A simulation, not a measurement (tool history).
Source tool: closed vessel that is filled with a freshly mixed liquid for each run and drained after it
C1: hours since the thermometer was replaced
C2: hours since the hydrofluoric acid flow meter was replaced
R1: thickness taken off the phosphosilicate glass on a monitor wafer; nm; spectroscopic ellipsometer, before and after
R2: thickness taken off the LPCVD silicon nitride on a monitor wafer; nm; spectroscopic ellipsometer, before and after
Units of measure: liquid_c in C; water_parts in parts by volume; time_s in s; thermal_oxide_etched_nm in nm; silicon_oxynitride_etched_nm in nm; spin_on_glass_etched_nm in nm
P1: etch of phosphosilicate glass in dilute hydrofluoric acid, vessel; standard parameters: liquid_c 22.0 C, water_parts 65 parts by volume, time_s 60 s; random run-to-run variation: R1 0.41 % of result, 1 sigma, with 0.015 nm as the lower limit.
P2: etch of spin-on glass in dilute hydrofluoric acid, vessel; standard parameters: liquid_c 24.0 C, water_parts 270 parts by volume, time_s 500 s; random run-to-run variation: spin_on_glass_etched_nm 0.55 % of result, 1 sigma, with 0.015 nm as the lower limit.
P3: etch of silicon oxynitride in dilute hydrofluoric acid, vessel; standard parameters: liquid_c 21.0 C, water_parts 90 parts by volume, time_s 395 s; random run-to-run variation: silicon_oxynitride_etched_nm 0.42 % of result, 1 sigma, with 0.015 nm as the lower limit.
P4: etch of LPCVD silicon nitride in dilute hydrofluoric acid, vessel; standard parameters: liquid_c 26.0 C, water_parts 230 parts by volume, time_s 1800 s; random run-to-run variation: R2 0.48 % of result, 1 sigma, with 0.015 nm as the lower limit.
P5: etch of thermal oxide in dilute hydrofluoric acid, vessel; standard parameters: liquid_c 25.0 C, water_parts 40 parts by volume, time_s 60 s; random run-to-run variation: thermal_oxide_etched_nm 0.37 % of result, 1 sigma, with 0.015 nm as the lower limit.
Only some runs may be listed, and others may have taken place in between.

Run 1, hour 9.0: process P1, liquid_c 22.0 C, water_parts 65 parts by volume, time_s 60 s; C1 124.3; C2 1631.8. Result: R1 90.884 nm.
Run 2, hour 18.3: process P4, liquid_c 26.0 C, water_parts 45 parts by volume, time_s 1800 s; C1 133.6; C2 1641.1. Result: R2 21.6520 nm.
Run 3, hour 26.5: process P5, liquid_c 32.0 C, water_parts 40 parts by volume, time_s 60 s; C1 141.8; C2 1649.3. Result: thermal_oxide_etched_nm 10.0610 nm.
Run 4, hour 33.7: process P3, liquid_c 21.0 C, water_parts 90 parts by volume, time_s 670 s; C1 149.0; C2 1656.5. Result: silicon_oxynitride_etched_nm 18.5900 nm.
Run 5, hour 38.5: process P4, liquid_c 26.0 C, water_parts 230 parts by volume, time_s 1800 s; C1 153.8; C2 1661.3. Result: R2 4.2668 nm.
Run 6, hour 45.7: process P1, liquid_c 22.0 C, water_parts 65 parts by volume, time_s 60 s; C1 161.0; C2 1668.5. Result: R1 91.388 nm.
Run 7, hour 53.5: process P3, liquid_c 28.0 C, water_parts 90 parts by volume, time_s 395 s; C1 168.8; C2 1676.3. Result: silicon_oxynitride_etched_nm 15.2570 nm.
Run 8, hour 60.6: process P1, liquid_c 22.0 C, water_parts 65 parts by volume, time_s 60 s; C1 175.9; C2 1683.4. Result: R1 91.256 nm.
Run 9, hour 67.5: process P5, liquid_c 25.0 C, water_parts 40 parts by volume, time_s 30 s; C1 182.8; C2 1690.3. Result: thermal_oxide_etched_nm 3.8411 nm.
Run 10, hour 74.6: process P4, liquid_c 26.0 C, water_parts 230 parts by volume, time_s 555 s; C1 189.9; C2 1697.4. Result: R2 1.3326 nm.
Run 11, hour 83.3: process P5, liquid_c 25.0 C, water_parts 70 parts by volume, time_s 60 s; C1 198.6; C2 1706.1. Result: thermal_oxide_etched_nm 4.2051 nm.
Run 12, hour 87.8: process P1, liquid_c 22.0 C, water_parts 90 parts by volume, time_s 90 s; C1 203.1; C2 1710.6. Result: R1 96.027 nm.
Run 13, hour 93.3: process P1, liquid_c 22.0 C, water_parts 65 parts by volume, time_s 30 s; C1 208.6; C2 1716.1. Result: R1 45.649 nm.
Run 14, hour 97.6: process P1, liquid_c 22.0 C, water_parts 65 parts by volume, time_s 60 s; C1 212.9; C2 1720.4. Result: R1 91.464 nm.
Run 15, hour 103.5: process P2, liquid_c 24.0 C, water_parts 270 parts by volume, time_s 500 s; C1 218.8; C2 1726.3. Result: spin_on_glass_etched_nm 52.7670 nm.
Run 16, hour 108.6: process P3, liquid_c 21.0 C, water_parts 125 parts by volume, time_s 395 s; C1 223.9; C2 1731.4. Result: silicon_oxynitride_etched_nm 7.6711 nm.
Run 17, hour 118.0: process P2, liquid_c 24.0 C, water_parts 270 parts by volume, time_s 500 s; C1 233.3; C2 1740.8. Result: spin_on_glass_etched_nm 53.3630 nm.
Run 18, hour 125.5: process P5, liquid_c 25.0 C, water_parts 40 parts by volume, time_s 60 s; C1 240.8; C2 1748.3. Result: thermal_oxide_etched_nm 7.7107 nm.
Run 19, hour 133.3: process P2, liquid_c 24.0 C, water_parts 270 parts by volume, time_s 70 s; C1 248.6; C2 1756.1. Result: spin_on_glass_etched_nm 7.3944 nm.
Run 20, hour 138.9: process P1, liquid_c 17.0 C, water_parts 65 parts by volume, time_s 60 s; C1 254.2; C2 1761.7. Result: R1 74.287 nm.
Run 21, hour 144.4: process P1, liquid_c 22.0 C, water_parts 100 parts by volume, time_s 60 s; C1 259.7; C2 1767.2. Result: R1 56.699 nm.
Run 22, hour 150.2: process P1, liquid_c 22.0 C, water_parts 65 parts by volume, time_s 60 s; C1 265.5; C2 1773.0. Result: R1 90.639 nm.
Run 23, hour 156.9: process P2, liquid_c 17.0 C, water_parts 270 parts by volume, time_s 500 s; C1 272.2; C2 1779.7. Result: spin_on_glass_etched_nm 40.8210 nm.
Run 24, hour 162.5: process P2, liquid_c 24.0 C, water_parts 125 parts by volume, time_s 500 s; C1 277.8; C2 1785.3. Result: spin_on_glass_etched_nm 133.4800 nm.
At hour 168.8: thermometer replaced.
Run 25, hour 171.7: process P4, liquid_c 17.5 C, water_parts 230 parts by volume, time_s 1800 s; C1 2.9; C2 1794.5. Result: R2 2.4807 nm.
Run 26, hour 178.9: process P5, liquid_c 25.0 C, water_parts 40 parts by volume, time_s 60 s; C1 10.1; C2 1801.7. Result: thermal_oxide_etched_nm 7.6854 nm.
Run 27, hour 185.3: process P1, liquid_c 22.0 C, water_parts 25 parts by volume, time_s 60 s; C1 16.5; C2 1808.1. Result: R1 249.510 nm.
Run 28, hour 194.9: process P3, liquid_c 21.0 C, water_parts 90 parts by volume, time_s 395 s; C1 26.1; C2 1817.7. Result: silicon_oxynitride_etched_nm 10.8780 nm.
Run 29, hour 203.5: process P1, liquid_c 29.5 C, water_parts 65 parts by volume, time_s 60 s; C1 34.7; C2 1826.3. Result: R1 123.710 nm.
Run 30, hour 210.3: process P1, liquid_c 22.0 C, water_parts 65 parts by volume, time_s 100 s; C1 41.5; C2 1833.1. Result: R1 151.860 nm.
Run 31, hour 214.7: process P1, liquid_c 22.0 C, water_parts 65 parts by volume, time_s 60 s; C1 45.9; C2 1837.5. Result: R1 90.678 nm.
Run 32, hour 221.3: process P1, liquid_c 22.0 C, water_parts 40 parts by volume, time_s 30 s; C1 52.5; C2 1844.1. Result: R1 76.445 nm.
Run 33, hour 225.9: process P1, liquid_c 22.0 C, water_parts 65 parts by volume, time_s 60 s; C1 57.1; C2 1848.7. Result: R1 91.082 nm.
Run 34, hour 233.3: process P1, liquid_c 27.0 C, water_parts 65 parts by volume, time_s 105 s; C1 64.5; C2 1856.1. Result: R1 196.780 nm.
Run 35, hour 238.7: process P1, liquid_c 22.0 C, water_parts 65 parts by volume, time_s 60 s; C1 69.9; C2 1861.5. Result: R1 90.908 nm.
Run 36, hour 248.0: process P1, liquid_c 22.0 C, water_parts 65 parts by volume, time_s 60 s; C1 79.2; C2 1870.8. Result: R1 87.872 nm.
Run 37, hour 256.8: process P1, liquid_c 22.0 C, water_parts 65 parts by volume, time_s 60 s; C1 88.0; C2 1879.6. Result: R1 87.694 nm.

What does the tool deliver on the next run?
Run 38, hour 263.4: process P1, liquid_c 22.0 C, water_parts 65 parts by volume, time_s 60 s; C1 94.6; C2 1886.2. Result: R1 ?.

R1: 85.649 nm
